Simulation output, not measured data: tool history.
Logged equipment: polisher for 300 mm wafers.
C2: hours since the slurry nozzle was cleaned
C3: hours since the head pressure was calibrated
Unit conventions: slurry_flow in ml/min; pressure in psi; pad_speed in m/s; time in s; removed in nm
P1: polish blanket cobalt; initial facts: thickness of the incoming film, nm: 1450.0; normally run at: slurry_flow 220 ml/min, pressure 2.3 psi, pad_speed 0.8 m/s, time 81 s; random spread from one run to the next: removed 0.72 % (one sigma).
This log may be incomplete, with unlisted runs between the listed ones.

{"run": 1, "hour": 14.8, "slurry_flow": 220, "pressure": 2.3, "pad_speed": 0.8, "time": 81, "wafers polished on this pad": 319, "C2": 168.4, "C3": 594.2, "removed": 439.26}
{"run": 2, "hour": 29.8, "slurry_flow": 315, "pressure": 2.3, "pad_speed": 0.36, "time": 81, "wafers polished on this pad": 436, "C2": 183.4, "C3": 609.2, "removed": 199.56}
{"run": 3, "hour": 39.7, "slurry_flow": 220, "pressure": 1.3, "pad_speed": 0.8, "time": 81, "wafers polished on this pad": 513, "C2": 193.3, "C3": 619.1, "removed": 241.37}
{"run": 4, "hour": 46.7, "slurry_flow": 130, "pressure": 2.3, "pad_speed": 0.8, "time": 81, "wafers polished on this pad": 567, "C2": 200.3, "C3": 626.1, "removed": 401.37}
{"run": 5, "hour": 55.9, "slurry_flow": 220, "pressure": 2.3, "pad_speed": 0.8, "time": 81, "wafers polished on this pad": 639, "C2": 209.5, "C3": 635.3, "removed": 431.77}
{"run": 6, "hour": 65.3, "slurry_flow": 220, "pressure": 2.3, "pad_speed": 0.36, "time": 81, "wafers polished on this pad": 712, "C2": 218.9, "C3": 644.7, "removed": 196.95}
{"run": 7, "hour": 75.0, "slurry_flow": 220, "pressure": 2.3, "pad_speed": 0.8, "time": 81, "wafers polished on this pad": 788, "C2": 228.6, "C3": 654.4, "removed": 440.06}
{"hour": 79.1, "done": "head pressure recalibrated"}
{"run": 8, "hour": 87.6, "slurry_flow": 220, "pressure": 2.3, "pad_speed": 0.8, "time": 81, "wafers polished on this pad": 886, "C2": 241.2, "C3": 8.6, "removed": 429.74}
{"run": 9, "hour": 94.8, "slurry_flow": 220, "pressure": 3.5, "pad_speed": 0.8, "time": 81, "wafers polished on this pad": 942, "C2": 248.4, "C3": 15.8, "removed": 658.34}
{"run": 10, "hour": 109.2, "slurry_flow": 220, "pressure": 1.5, "pad_speed": 0.8, "time": 117, "wafers polished on this pad": 1055, "C2": 262.8, "C3": 30.2, "removed": 409.69}
{"run": 11, "hour": 119.1, "slurry_flow": 220, "pressure": 2.3, "pad_speed": 0.8, "time": 127, "wafers polished on this pad": 1132, "C2": 272.7, "C3": 40.1, "removed": 676.52}
{"run": 12, "hour": 131.2, "slurry_flow": 340, "pressure": 2.3, "pad_speed": 0.8, "time": 81, "wafers polished on this pad": 1226, "C2": 284.8, "C3": 52.2, "removed": 449.97}
{"run": 13, "hour": 142.9, "slurry_flow": 220, "pressure": 2.3, "pad_speed": 0.8, "time": 81, "wafers polished on this pad": 1317, "C2": 296.5, "C3": 63.9, "removed": 435.68}
{"run": 14, "hour": 152.4, "slurry_flow": 220, "pressure": 2.3, "pad_speed": 1.2, "time": 81, "wafers polished on this pad": 1391, "C2": 306, "C3": 73.4, "removed": 656.96}
{"run": 15, "hour": 159.5, "slurry_flow": 220, "pressure": 2.3, "pad_speed": 0.8, "time": 53, "wafers polished on this pad": 1447, "C2": 313.1, "C3": 80.5, "removed": 283.76}
{"run": 16, "hour": 174.5, "slurry_flow": 130, "pressure": 1, "pad_speed": 0.8, "time": 81, "wafers polished on this pad": 1564, "C2": 328.1, "C3": 95.5, "removed": 175.45}
{"run": 17, "hour": 181.4, "slurry_flow": 220, "pressure": 2.3, "pad_speed": 0.8, "time": 81, "wafers polished on this pad": 1617, "C2": 335, "C3": 102.4, "removed": 436.77}
{"run": 18, "hour": 192.0, "slurry_flow": 220, "pressure": 2.3, "pad_speed": 0.8, "time": 81, "wafers polished on this pad": 1700, "C2": 345.6, "C3": 113, "removed": 433.28}
{"run": 19, "hour": 199.5, "slurry_flow": 220, "pressure": 2.3, "pad_speed": 0.8, "time": 81, "wafers polished on this pad": 1759, "C2": 353.1, "C3": 120.5, "removed": 426}
{"run": 20, "hour": 207.2, "slurry_flow": 220, "pressure": 2.3, "pad_speed": 0.8, "time": 81, "wafers polished on this pad": 1819, "C2": 360.8, "C3": 128.2, "removed": 424.45}
{"run": 21, "hour": 214.4, "slurry_flow": 220, "pressure": 2.3, "pad_speed": 0.8, "time": 81, "wafers polished on this pad": 1875, "C2": 368, "C3": 135.4, "removed": 417.06}
{"run": 22, "hour": 222.4, "slurry_flow": 220, "pressure": 2.3, "pad_speed": 0.8, "time": 81, "wafers polished on this pad": 1937, "C2": 376, "C3": 143.4, "removed": 414.91}
{"hour": 225.8, "done": "worn pad replaced by a new one"}
{"run": 23, "hour": 233.4, "slurry_flow": 220, "pressure": 2.3, "pad_speed": 0.8, "time": 81, "wafers polished on this pad": 59, "C2": 387, "C3": 154.4, "removed": 407.65}
{"run": 24, "hour": 245.1, "slurry_flow": 220, "pressure": 2.3, "pad_speed": 0.8, "time": 81, "wafers polished on this pad": 150, "C2": 398.7, "C3": 166.1, "removed": 412.97}
{"run": 25, "hour": 253.6, "slurry_flow": 220, "pressure": 2.3, "pad_speed": 0.8, "time": 81, "wafers polished on this pad": 216, "C2": 407.2, "C3": 174.6, "removed": 418.33}

What P1 gives has crept off from where it sat before. The 2 causes that follow fit the log equally well, each at the size noted:
A: slurry flow missing at the pad, % = 29.1
B: head's pressure below its setpoint, % = 4.77
The gradual shift began around hour 192.
Other possible causes, and why each is ruled out:
removal rate lost through wear of the pad, %: maintenance at hour 225.8, after the shift began, did not return the process to its former output

Consider the 4 check runs below, whose results appear as question marks and each of which averages 3 wafers. Which one distinguishes the causes, in that each cause would give it a clearly different result?
{"run": "check 1", "hour": 262.1, "slurry_flow": 220, "pressure": 2.3, "pad_speed": 0.56, "time": 81, "removed": "?"}
{"run": "check 2", "hour": 262.1, "slurry_flow": 130, "pressure": 2.3, "pad_speed": 0.8, "time": 81, "removed": "?"}
{"run": "check 3", "hour": 262.1, "slurry_flow": 220, "pressure": 2.3, "pad_speed": 0.62, "time": 61, "removed": "?"}
{"run": "check 4", "hour": 262.1, "slurry_flow": 220, "pressure": 2.3, "pad_speed": 0.62, "time": 62, "removed": "?"}

Predicted outcomes, by check and by cause:
check=check_1 result=removed if_A=288.34 if_B=288.32
check=check_2 result=removed if_A=368.31 if_B=379.57
check=check_3 result=removed if_A=240.41 if_B=240.4
check=check_4 result=removed if_A=244.35 if_B=244.34
Smallest distance between any two causes, each pair judged by its most separating result, in per cent: check 1 0.01 %; check 2 3.01 %; check 3 0.01 %; check 4 0.01 %
Check 2 distinguishes between the causes, while the remaining checks would return nearly the same result for all of them.

Check 2 was then run and gave: removed 380.87 nm. Which cause is it?

It is B: head's pressure below its setpoint, %.

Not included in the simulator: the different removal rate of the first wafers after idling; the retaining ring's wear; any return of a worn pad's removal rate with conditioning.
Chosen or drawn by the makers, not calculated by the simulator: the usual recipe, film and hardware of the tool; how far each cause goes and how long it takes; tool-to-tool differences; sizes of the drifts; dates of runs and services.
